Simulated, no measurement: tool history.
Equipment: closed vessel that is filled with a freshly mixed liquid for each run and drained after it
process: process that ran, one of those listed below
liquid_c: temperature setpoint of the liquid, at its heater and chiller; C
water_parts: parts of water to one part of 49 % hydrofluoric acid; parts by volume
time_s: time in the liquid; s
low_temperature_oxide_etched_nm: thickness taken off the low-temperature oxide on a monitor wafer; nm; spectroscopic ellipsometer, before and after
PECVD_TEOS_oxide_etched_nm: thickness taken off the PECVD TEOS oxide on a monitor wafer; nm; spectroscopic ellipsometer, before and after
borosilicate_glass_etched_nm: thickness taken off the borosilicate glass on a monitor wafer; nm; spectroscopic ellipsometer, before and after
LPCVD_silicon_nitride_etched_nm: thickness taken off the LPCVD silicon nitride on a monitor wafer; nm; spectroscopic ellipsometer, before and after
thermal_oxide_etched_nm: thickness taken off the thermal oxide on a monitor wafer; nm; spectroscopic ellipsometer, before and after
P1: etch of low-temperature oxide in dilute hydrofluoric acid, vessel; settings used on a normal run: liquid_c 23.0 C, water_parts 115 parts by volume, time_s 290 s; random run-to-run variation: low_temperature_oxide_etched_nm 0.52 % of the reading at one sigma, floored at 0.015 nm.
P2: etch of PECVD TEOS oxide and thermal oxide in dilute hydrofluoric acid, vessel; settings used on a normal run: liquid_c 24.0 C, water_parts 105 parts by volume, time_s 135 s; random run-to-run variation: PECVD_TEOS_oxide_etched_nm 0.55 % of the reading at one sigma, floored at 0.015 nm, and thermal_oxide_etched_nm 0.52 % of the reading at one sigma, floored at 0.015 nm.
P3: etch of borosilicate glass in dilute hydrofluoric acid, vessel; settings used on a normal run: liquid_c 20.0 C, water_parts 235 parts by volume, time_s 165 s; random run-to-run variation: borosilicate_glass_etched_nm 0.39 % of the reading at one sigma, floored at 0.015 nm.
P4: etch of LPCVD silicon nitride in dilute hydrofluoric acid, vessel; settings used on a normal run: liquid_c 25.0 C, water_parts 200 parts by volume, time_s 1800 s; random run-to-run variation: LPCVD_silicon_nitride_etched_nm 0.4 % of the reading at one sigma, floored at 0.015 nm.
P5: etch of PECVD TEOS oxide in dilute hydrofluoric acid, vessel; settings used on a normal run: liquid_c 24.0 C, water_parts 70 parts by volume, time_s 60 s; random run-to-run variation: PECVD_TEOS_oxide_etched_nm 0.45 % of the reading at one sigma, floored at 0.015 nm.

| run | day | process | liquid_c | water_parts | time_s | hours since the thermometer was replaced | hours since the hydrofluoric acid flow meter was replaced | low_temperature_oxide_etched_nm | PECVD_TEOS_oxide_etched_nm | borosilicate_glass_etched_nm | LPCVD_silicon_nitride_etched_nm | thermal_oxide_etched_nm |
|---|---|---|---|---|---|---|---|---|---|---|---|---|
| 1 | 0.350 | P1 | 23.0 | 115 | 290 | 552.4 | 946.6 | 48.2500 |  |  |  |  |
| 2 | 0.817 | P5 | 30.0 | 70 | 60 | 563.6 | 957.8 |  | 9.6705 |  |  |  |
| 3 | 1.442 | P1 | 23.0 | 115 | 585 | 578.6 | 972.8 | 98.5860 |  |  |  |  |
| 4 | 2.054 | P3 | 20.0 | 60 | 165 | 593.3 | 987.5 |  |  | 102.9000 |  |  |
| 5 | 2.533 | P3 | 20.0 | 235 | 165 | 604.8 | 999.0 |  |  | 21.8180 |  |  |
| 6 | 3.179 | P1 | 23.0 | 115 | 290 | 620.3 | 1014.5 | 48.4960 |  |  |  |  |
| 7 | 3.892 | P4 | 25.0 | 200 | 1800 | 637.4 | 1031.6 |  |  |  | 5.0031 |  |
| 8 | 4.300 | P4 | 29.5 | 200 | 1800 | 647.2 | 1041.4 |  |  |  | 6.5832 |  |
| 9 | 5.017 | P1 | 23.0 | 115 | 290 | 664.4 | 1058.6 | 48.8740 |  |  |  |  |
| 10 | 5.433 | P1 | 23.0 | 75 | 470 | 674.4 | 1068.6 | 126.7600 |  |  |  |  |
| 11 | 6.121 | P1 | 23.0 | 115 | 290 | 690.9 | 1085.1 | 48.1890 |  |  |  |  |
| 12 | 6.638 | P2 | 24.0 | 105 | 35 | 703.3 | 1097.5 |  | 4.6572 |  |  | 1.5411 |
| 13 | 7.033 | P2 | 24.0 | 105 | 135 | 712.8 | 1107.0 |  | 17.9190 |  |  | 5.9343 |
| 14 | 7.350 | P1 | 23.0 | 195 | 290 | 720.4 | 1114.6 | 26.0930 |  |  |  |  |
| 15 | 7.721 | P5 | 24.0 | 40 | 60 | 729.3 | 1123.5 |  | 13.7960 |  |  |  |
| 16 | 8.204 | P3 | 20.0 | 235 | 165 | 740.9 | 1135.1 |  |  | 21.7760 |  |  |
| 17 | 8.671 | P4 | 25.0 | 200 | 825 | 752.1 | 1146.3 |  |  |  | 2.3053 |  |
| 18 | 9.158 | P3 | 23.5 | 235 | 165 | 763.8 | 1158.0 |  |  | 24.7540 |  |  |
|  | 9.567 | hydrofluoric acid flow meter replaced |
| 19 | 9.621 | P1 | 23.0 | 75 | 495 | 774.9 | 1.4 | 132.4500 |  |  |  |  |
| 20 | 9.971 | P5 | 24.0 | 70 | 30 | 783.3 | 9.8 |  | 3.7606 |  |  |  |
| 21 | 10.421 | P1 | 23.0 | 115 | 290 | 794.1 | 20.6 | 48.8210 |  |  |  |  |
| 22 | 11.138 | P1 | 23.0 | 35 | 290 | 811.3 | 37.8 | 175.9300 |  |  |  |  |
| 23 | 11.838 | P2 | 24.0 | 175 | 135 | 828.1 | 54.6 |  | 9.9059 |  |  | 3.2858 |
| 24 | 12.433 | P2 | 17.0 | 105 | 135 | 842.4 | 68.9 |  | 13.5660 |  |  | 4.4351 |
| 25 | 12.825 | P1 | 18.5 | 115 | 290 | 851.8 | 78.3 | 40.4700 |  |  |  |  |
| 26 | 13.242 | P1 | 19.0 | 115 | 465 | 861.8 | 88.3 | 66.0480 |  |  |  |  |
| 27 | 13.579 | P4 | 25.0 | 355 | 1800 | 869.9 | 96.4 |  |  |  | 2.8139 |  |
| 28 | 13.925 | P5 | 24.0 | 70 | 60 | 878.2 | 104.7 |  | 7.6262 |  |  |  |
| 29 | 14.271 | P1 | 23.0 | 115 | 45 | 886.5 | 113.0 | 7.4913 |  |  |  |  |
| 30 | 14.996 | P3 | 20.0 | 235 | 75 | 903.9 | 130.4 |  |  | 9.8767 |  |  |
| 31 | 15.442 | P1 | 28.0 | 115 | 290 | 914.6 | 141.1 | 59.1200 |  |  |  |  |
| 32 | 15.804 | P1 | 23.0 | 115 | 290 | 923.3 | 149.8 | 48.7770 |  |  |  |  |
| 33 | 16.304 | P1 | 23.0 | 115 | 290 | 935.3 | 161.8 | 47.6150 |  |  |  |  |
| 34 | 16.938 | P1 | 23.0 | 115 | 290 | 950.5 | 177.0 | 46.2670 |  |  |  |  |
| 35 | 17.304 | P1 | 23.0 | 115 | 290 | 959.3 | 185.8 | 45.9410 |  |  |  |  |
| 36 | 17.862 | P1 | 23.0 | 115 | 290 | 972.7 | 199.2 | 45.4010 |  |  |  |  |
| 37 | 18.438 | P1 | 23.0 | 115 | 290 | 986.5 | 213.0 | 45.7870 |  |  |  |  |
| 38 | 18.925 | P1 | 23.0 | 115 | 290 | 998.2 | 224.7 | 45.2800 |  |  |  |  |
| 39 | 19.488 | P1 | 23.0 | 115 | 290 | 1011.7 | 238.2 | 44.8210 |  |  |  |  |
| 40 | 20.058 | P1 | 23.0 | 115 | 290 | 1025.4 | 251.9 | 45.4450 |  |  |  |  |
| 41 | 20.667 | P1 | 23.0 | 115 | 290 | 1040.0 | 266.5 | 44.7790 |  |  |  |  |

Something has made what P1 gives creep away from where it was; the 2 causes below, each at its own stated size, fit the log equally well:
A: hydrofluoric acid flow below the setpoint (%) = 6.38
B: liquid colder than its thermometer reads (K) = 1.89
The process output started creeping at around day 15.804.

Each of the 4 check runs below uses one wafer; its results are left as question marks. Which run tells the causes apart?
| check 1 | 21.275 | P3 | 20.0 | 235 | 165 |  |  |  |  | ? |  |  |
| check 2 | 21.275 | P2 | 24.0 | 105 | 135 |  |  |  | ? |  |  | ? |
| check 3 | 21.275 | P4 | 25.0 | 200 | 1800 |  |  |  |  |  | ? |  |
| check 4 | 21.275 | P5 | 24.0 | 70 | 60 |  |  |  | ? |  |  |  |

What every check run would give for each of its results, assuming each possible cause in turn:
| check | result | if A | if B |
|---|---|---|---|
| check 1 | borosilicate_glass_etched_nm | 20.1310 | 20.3060 |
| check 2 | PECVD_TEOS_oxide_etched_nm | 16.6340 | 16.6240 |
| check 2 | thermal_oxide_etched_nm | 5.4910 | 5.4876 |
| check 3 | LPCVD_silicon_nitride_etched_nm | 4.6720 | 4.4270 |
| check 4 | PECVD_TEOS_oxide_etched_nm | 7.0648 | 7.0286 |
Per check, the gap between the least separated pair of causes, taken in the result that splits them most: check 1 0.87 %; check 2 0.06 %; check 3 5.39 %; check 4 0.51 %
Of the check runs offered, only check 3 discriminates between the causes; the rest would read about the same regardless of which cause applies.

Check 3 was carried out, with these results: LPCVD_silicon_nitride_etched_nm 4.6915 nm. Which of the listed causes is responsible?

A is the cause: hydrofluoric acid flow below the setpoint (%).
